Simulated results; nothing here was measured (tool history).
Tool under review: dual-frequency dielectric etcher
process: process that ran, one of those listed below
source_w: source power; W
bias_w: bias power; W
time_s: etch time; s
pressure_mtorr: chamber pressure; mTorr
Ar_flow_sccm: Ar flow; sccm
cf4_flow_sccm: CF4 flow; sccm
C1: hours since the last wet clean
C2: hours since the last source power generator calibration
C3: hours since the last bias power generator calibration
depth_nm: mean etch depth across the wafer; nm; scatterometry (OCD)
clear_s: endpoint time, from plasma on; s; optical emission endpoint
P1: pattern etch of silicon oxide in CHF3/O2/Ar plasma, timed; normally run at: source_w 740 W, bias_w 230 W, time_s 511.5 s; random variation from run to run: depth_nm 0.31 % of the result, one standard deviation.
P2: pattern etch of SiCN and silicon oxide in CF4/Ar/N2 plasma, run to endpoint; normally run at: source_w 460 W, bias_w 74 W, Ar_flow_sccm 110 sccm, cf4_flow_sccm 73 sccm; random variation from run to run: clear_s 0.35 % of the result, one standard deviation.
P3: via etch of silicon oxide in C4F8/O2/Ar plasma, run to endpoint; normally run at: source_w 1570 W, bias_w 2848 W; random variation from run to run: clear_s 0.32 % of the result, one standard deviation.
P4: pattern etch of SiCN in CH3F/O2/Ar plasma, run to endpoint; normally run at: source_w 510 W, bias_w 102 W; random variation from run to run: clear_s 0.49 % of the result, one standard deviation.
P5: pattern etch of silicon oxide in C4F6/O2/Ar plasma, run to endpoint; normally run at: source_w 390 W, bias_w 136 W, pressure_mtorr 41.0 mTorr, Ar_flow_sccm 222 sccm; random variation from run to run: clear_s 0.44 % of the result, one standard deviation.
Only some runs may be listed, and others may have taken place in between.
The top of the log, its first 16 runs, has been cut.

{"run": 17, "day": 8.475, "process": "P4", "source_w": 720, "bias_w": 102, "C1": 393.5, "C2": 834.0, "C3": 972.1, "clear_s": 11.268}
{"run": 18, "day": 9.017, "process": "P1", "source_w": 740, "bias_w": 230, "time_s": 511.5, "C1": 406.5, "C2": 847.0, "C3": 985.1, "depth_nm": 1195.1}
{"run": 19, "day": 9.538, "process": "P1", "source_w": 740, "bias_w": 230, "time_s": 681.5, "C1": 419.0, "C2": 859.5, "C3": 997.6, "depth_nm": 1591.0}
{"run": 20, "day": 9.925, "process": "P1", "source_w": 740, "bias_w": 157, "time_s": 283.0, "C1": 428.3, "C2": 868.8, "C3": 1006.9, "depth_nm": 578.97}
{"run": 21, "day": 10.283, "process": "P2", "source_w": 460, "bias_w": 74, "Ar_flow_sccm": 110, "cf4_flow_sccm": 73, "C1": 436.9, "C2": 877.4, "C3": 1015.5, "clear_s": 10.623}
{"run": 22, "day": 10.7, "process": "P5", "source_w": 390, "bias_w": 136, "pressure_mtorr": 41.0, "Ar_flow_sccm": 274, "C1": 446.9, "C2": 887.4, "C3": 1025.5, "clear_s": 16.518}
{"run": 23, "day": 11.317, "process": "P5", "source_w": 540, "bias_w": 136, "pressure_mtorr": 41.0, "Ar_flow_sccm": 222, "C1": 461.7, "C2": 902.2, "C3": 1040.3, "clear_s": 14.139}
{"run": 24, "day": 11.742, "process": "P2", "source_w": 460, "bias_w": 74, "Ar_flow_sccm": 110, "cf4_flow_sccm": 73, "C1": 471.9, "C2": 912.4, "C3": 1050.5, "clear_s": 10.57}
{"run": 25, "day": 12.221, "process": "P1", "source_w": 740, "bias_w": 230, "time_s": 306.5, "C1": 483.4, "C2": 923.9, "C3": 1062.0, "depth_nm": 714.35}
{"run": 26, "day": 12.696, "process": "P3", "source_w": 1570, "bias_w": 2848, "C1": 494.8, "C2": 935.3, "C3": 1073.4, "clear_s": 282.81}
{"run": 27, "day": 13.046, "process": "P2", "source_w": 340, "bias_w": 74, "Ar_flow_sccm": 110, "cf4_flow_sccm": 73, "C1": 503.2, "C2": 943.7, "C3": 1081.8, "clear_s": 13.877}
{"run": 28, "day": 13.654, "process": "P4", "source_w": 510, "bias_w": 102, "C1": 517.8, "C2": 958.3, "C3": 1096.4, "clear_s": 12.923}
{"run": 29, "day": 13.988, "process": "P3", "source_w": 2130, "bias_w": 2848, "C1": 525.8, "C2": 966.3, "C3": 1104.4, "clear_s": 251.24}
{"run": 30, "day": 14.625, "process": "P1", "source_w": 740, "bias_w": 297, "time_s": 511.5, "C1": 541.1, "C2": 981.6, "C3": 1119.7, "depth_nm": 1311.1}
{"run": 31, "day": 14.971, "process": "P1", "source_w": 550, "bias_w": 230, "time_s": 321.0, "C1": 549.4, "C2": 989.9, "C3": 1128.0, "depth_nm": 669.91}
{"run": 32, "day": 15.438, "process": "P5", "source_w": 390, "bias_w": 136, "pressure_mtorr": 41.0, "Ar_flow_sccm": 222, "C1": 560.6, "C2": 1001.1, "C3": 1139.2, "clear_s": 16.17}
{"run": 33, "day": 15.992, "process": "P1", "source_w": 740, "bias_w": 230, "time_s": 511.5, "C1": 573.9, "C2": 1014.4, "C3": 1152.5, "depth_nm": 1189.9}
{"run": 34, "day": 16.525, "process": "P1", "source_w": 740, "bias_w": 230, "time_s": 511.5, "C1": 586.7, "C2": 1027.2, "C3": 1165.3, "depth_nm": 1179.6}
{"run": 35, "day": 16.938, "process": "P1", "source_w": 740, "bias_w": 230, "time_s": 511.5, "C1": 596.6, "C2": 1037.1, "C3": 1175.2, "depth_nm": 1184.0}
{"day": 17.129, "done": "wet clean of the chamber"}
{"run": 36, "day": 17.308, "process": "P1", "source_w": 740, "bias_w": 230, "time_s": 511.5, "C1": 4.4, "C2": 1046.0, "C3": 1184.1, "depth_nm": 1179.5}
{"run": 37, "day": 17.971, "process": "P1", "source_w": 740, "bias_w": 230, "time_s": 511.5, "C1": 20.3, "C2": 1061.9, "C3": 1200.0, "depth_nm": 1177.1}

Run 38, settings as shown, results not yet in. Your forecast:
{"run": 38, "day": 18.462, "process": "P1", "source_w": 740, "bias_w": 230, "time_s": 511.5, "C1": 32.1, "C2": 1073.7, "C3": 1211.8, "depth_nm": "?"}

depth_nm: 1177.40 nm
